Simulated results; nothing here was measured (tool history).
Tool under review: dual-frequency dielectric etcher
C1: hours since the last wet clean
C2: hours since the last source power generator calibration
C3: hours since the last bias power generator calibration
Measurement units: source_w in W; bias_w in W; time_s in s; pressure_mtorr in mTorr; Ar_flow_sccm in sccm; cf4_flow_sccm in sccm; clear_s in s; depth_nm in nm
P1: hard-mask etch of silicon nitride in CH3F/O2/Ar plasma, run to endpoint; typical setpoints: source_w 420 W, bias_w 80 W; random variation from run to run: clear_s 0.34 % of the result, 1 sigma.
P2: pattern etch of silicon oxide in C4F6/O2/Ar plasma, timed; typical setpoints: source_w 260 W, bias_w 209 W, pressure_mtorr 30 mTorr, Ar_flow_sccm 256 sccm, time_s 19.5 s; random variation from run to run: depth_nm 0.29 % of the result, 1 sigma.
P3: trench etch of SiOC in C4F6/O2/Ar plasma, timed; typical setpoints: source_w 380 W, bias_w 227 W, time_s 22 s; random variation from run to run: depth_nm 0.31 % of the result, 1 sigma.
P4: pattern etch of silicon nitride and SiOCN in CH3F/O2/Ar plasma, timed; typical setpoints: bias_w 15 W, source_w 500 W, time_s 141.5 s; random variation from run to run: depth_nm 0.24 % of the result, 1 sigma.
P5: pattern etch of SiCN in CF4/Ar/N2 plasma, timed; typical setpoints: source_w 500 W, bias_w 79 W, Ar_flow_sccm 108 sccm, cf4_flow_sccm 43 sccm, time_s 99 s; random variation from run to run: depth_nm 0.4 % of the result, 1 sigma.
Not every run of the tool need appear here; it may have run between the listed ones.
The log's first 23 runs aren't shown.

run 24 hour=336.4 | process=P3 source_w=380 bias_w=227 time_s=22 | C1=615.1 C2=1287.8 C3=1192.7 | depth_nm=50.06
-- hour=348.4 source power generator calibrated
run 25 hour=351.9 | process=P1 source_w=560 bias_w=100 | C1=630.6 C2=3.6 C3=1208.2 | clear_s=60.034
run 26 hour=361.1 | process=P3 source_w=380 bias_w=227 time_s=28.5 | C1=639.8 C2=12.8 C3=1217.4 | depth_nm=65.007
run 27 hour=371.9 | process=P4 source_w=500 bias_w=22 time_s=141.5 | C1=650.6 C2=23.6 C3=1228.2 | depth_nm=19.857
run 28 hour=384.9 | process=P1 source_w=550 bias_w=80 | C1=663.6 C2=36.6 C3=1241.2 | clear_s=64.828
run 29 hour=398.4 | process=P4 source_w=500 bias_w=15 time_s=141.5 | C1=677.1 C2=50.1 C3=1254.7 | depth_nm=16.919
run 30 hour=413 | process=P1 source_w=340 bias_w=102 | C1=691.7 C2=64.7 C3=1269.3 | clear_s=71.224
run 31 hour=424.9 | process=P5 source_w=500 bias_w=79 time_s=146 Ar_flow_sccm=108 cf4_flow_sccm=43 | C1=703.6 C2=76.6 C3=1281.2 | depth_nm=131.42
run 32 hour=433.9 | process=P5 source_w=500 bias_w=79 time_s=99 Ar_flow_sccm=108 cf4_flow_sccm=43 | C1=712.6 C2=85.6 C3=1290.2 | depth_nm=88.903
run 33 hour=449.3 | process=P5 source_w=500 bias_w=79 time_s=99 Ar_flow_sccm=108 cf4_flow_sccm=30 | C1=728 C2=101 C3=1305.6 | depth_nm=83.331
run 34 hour=458.5 | process=P2 source_w=260 bias_w=128 time_s=19.5 pressure_mtorr=30 Ar_flow_sccm=256 | C1=737.2 C2=110.2 C3=1314.8 | depth_nm=46.293
run 35 hour=473.3 | process=P1 source_w=420 bias_w=80 | C1=752 C2=125 C3=1329.6 | clear_s=72.17
run 36 hour=489.4 | process=P1 source_w=420 bias_w=80 | C1=768.1 C2=141.1 C3=1345.7 | clear_s=72.998
run 37 hour=507.7 | process=P1 source_w=420 bias_w=80 | C1=786.4 C2=159.4 C3=1364 | clear_s=72.495
run 38 hour=521.6 | process=P1 source_w=420 bias_w=80 | C1=800.3 C2=173.3 C3=1377.9 | clear_s=72.829

For run 39, what comes out?
run 39 hour=537.9 | process=P1 source_w=420 bias_w=80 | C1=816.6 C2=189.6 C3=1394.2 | clear_s=?

{"run 39": {"clear_s": 73.029}}
